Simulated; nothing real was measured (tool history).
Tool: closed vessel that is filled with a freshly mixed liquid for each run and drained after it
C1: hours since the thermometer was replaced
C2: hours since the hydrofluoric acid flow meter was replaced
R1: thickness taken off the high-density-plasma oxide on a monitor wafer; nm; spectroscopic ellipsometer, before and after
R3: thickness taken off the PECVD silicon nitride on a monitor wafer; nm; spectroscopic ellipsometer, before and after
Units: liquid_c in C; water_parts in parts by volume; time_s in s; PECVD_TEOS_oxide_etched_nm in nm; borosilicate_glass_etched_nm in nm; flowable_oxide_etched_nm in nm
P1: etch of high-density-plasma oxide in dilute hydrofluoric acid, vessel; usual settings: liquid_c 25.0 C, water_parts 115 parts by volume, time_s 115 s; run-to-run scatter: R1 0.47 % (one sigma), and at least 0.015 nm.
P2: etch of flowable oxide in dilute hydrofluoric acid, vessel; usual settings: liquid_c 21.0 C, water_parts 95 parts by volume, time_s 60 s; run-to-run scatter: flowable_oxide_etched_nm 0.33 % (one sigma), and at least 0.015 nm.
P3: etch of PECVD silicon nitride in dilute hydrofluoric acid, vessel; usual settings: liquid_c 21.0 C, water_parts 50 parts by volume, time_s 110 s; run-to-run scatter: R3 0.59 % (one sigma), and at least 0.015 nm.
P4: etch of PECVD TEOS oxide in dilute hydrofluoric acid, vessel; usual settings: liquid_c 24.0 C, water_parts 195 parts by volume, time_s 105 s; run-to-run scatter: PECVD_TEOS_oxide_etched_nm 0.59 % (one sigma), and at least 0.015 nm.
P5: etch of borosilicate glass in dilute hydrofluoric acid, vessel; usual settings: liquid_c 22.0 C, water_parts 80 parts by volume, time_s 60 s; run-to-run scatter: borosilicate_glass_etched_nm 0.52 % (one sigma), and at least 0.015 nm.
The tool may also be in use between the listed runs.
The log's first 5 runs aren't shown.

{"run": 6, "hour": 26.6, "process": "P1", "liquid_c": 25.0, "water_parts": 115, "time_s": 30, "C1": 601.2, "C2": 810.8, "R1": 1.4842}
{"run": 7, "hour": 32.4, "process": "P3", "liquid_c": 21.0, "water_parts": 75, "time_s": 110, "C1": 607.0, "C2": 816.6, "R3": 3.4735}
{"run": 8, "hour": 37.6, "process": "P4", "liquid_c": 24.0, "water_parts": 195, "time_s": 105, "C1": 612.2, "C2": 821.8, "PECVD_TEOS_oxide_etched_nm": 4.5766}
{"run": 9, "hour": 41.0, "process": "P3", "liquid_c": 17.0, "water_parts": 50, "time_s": 110, "C1": 615.6, "C2": 825.2, "R3": 3.8893}
{"run": 10, "hour": 45.8, "process": "P5", "liquid_c": 22.0, "water_parts": 120, "time_s": 60, "C1": 620.4, "C2": 830.0, "borosilicate_glass_etched_nm": 15.389}
{"run": 11, "hour": 48.9, "process": "P5", "liquid_c": 17.0, "water_parts": 80, "time_s": 60, "C1": 623.5, "C2": 833.1, "borosilicate_glass_etched_nm": 19.439}
{"run": 12, "hour": 54.6, "process": "P4", "liquid_c": 18.5, "water_parts": 195, "time_s": 105, "C1": 629.2, "C2": 838.8, "PECVD_TEOS_oxide_etched_nm": 3.7153}
{"run": 13, "hour": 60.0, "process": "P1", "liquid_c": 25.0, "water_parts": 55, "time_s": 115, "C1": 634.6, "C2": 844.2, "R1": 12.837}
{"run": 14, "hour": 63.9, "process": "P2", "liquid_c": 21.0, "water_parts": 20, "time_s": 60, "C1": 638.5, "C2": 848.1, "flowable_oxide_etched_nm": 91.731}
{"run": 15, "hour": 69.8, "process": "P2", "liquid_c": 21.0, "water_parts": 95, "time_s": 30, "C1": 644.4, "C2": 854.0, "flowable_oxide_etched_nm": 8.8196}
{"run": 16, "hour": 75.4, "process": "P1", "liquid_c": 25.0, "water_parts": 175, "time_s": 115, "C1": 650.0, "C2": 859.6, "R1": 3.4529}
{"run": 17, "hour": 81.4, "process": "P1", "liquid_c": 25.0, "water_parts": 115, "time_s": 115, "C1": 656.0, "C2": 865.6, "R1": 5.6567}
{"run": 18, "hour": 87.6, "process": "P1", "liquid_c": 25.0, "water_parts": 115, "time_s": 115, "C1": 662.2, "C2": 871.8, "R1": 5.6474}
{"run": 19, "hour": 91.9, "process": "P3", "liquid_c": 21.0, "water_parts": 50, "time_s": 110, "C1": 666.5, "C2": 876.1, "R3": 5.2042}
{"run": 20, "hour": 97.5, "process": "P1", "liquid_c": 25.0, "water_parts": 115, "time_s": 115, "C1": 672.1, "C2": 881.7, "R1": 5.6847}
{"run": 21, "hour": 104.3, "process": "P5", "liquid_c": 22.0, "water_parts": 80, "time_s": 30, "C1": 678.9, "C2": 888.5, "borosilicate_glass_etched_nm": 12.02}
{"run": 22, "hour": 109.2, "process": "P1", "liquid_c": 30.5, "water_parts": 115, "time_s": 115, "C1": 683.8, "C2": 893.4, "R1": 6.988}
{"run": 23, "hour": 114.0, "process": "P4", "liquid_c": 24.0, "water_parts": 345, "time_s": 105, "C1": 688.6, "C2": 898.2, "PECVD_TEOS_oxide_etched_nm": 2.2178}
{"run": 24, "hour": 118.4, "process": "P5", "liquid_c": 22.0, "water_parts": 80, "time_s": 60, "C1": 693.0, "C2": 902.6, "borosilicate_glass_etched_nm": 24.219}
{"run": 25, "hour": 122.2, "process": "P1", "liquid_c": 25.0, "water_parts": 115, "time_s": 115, "C1": 696.8, "C2": 906.4, "R1": 5.7152}
{"run": 26, "hour": 127.4, "process": "P2", "liquid_c": 21.0, "water_parts": 95, "time_s": 60, "C1": 702.0, "C2": 911.6, "flowable_oxide_etched_nm": 17.66}
{"run": 27, "hour": 130.9, "process": "P1", "liquid_c": 20.0, "water_parts": 115, "time_s": 115, "C1": 705.5, "C2": 915.1, "R1": 4.6744}
{"run": 28, "hour": 137.1, "process": "P4", "liquid_c": 24.0, "water_parts": 195, "time_s": 105, "C1": 711.7, "C2": 921.3, "PECVD_TEOS_oxide_etched_nm": 4.5802}
{"run": 29, "hour": 143.2, "process": "P2", "liquid_c": 17.0, "water_parts": 95, "time_s": 60, "C1": 717.8, "C2": 927.4, "flowable_oxide_etched_nm": 14.864}

Run 30 comes next. What will it give?
{"run": 30, "hour": 148.5, "process": "P5", "liquid_c": 22.0, "water_parts": 80, "time_s": 60, "C1": 723.1, "C2": 932.7, "borosilicate_glass_etched_nm": "?"}

Run 30 gave borosilicate_glass_etched_nm 24.227 nm.
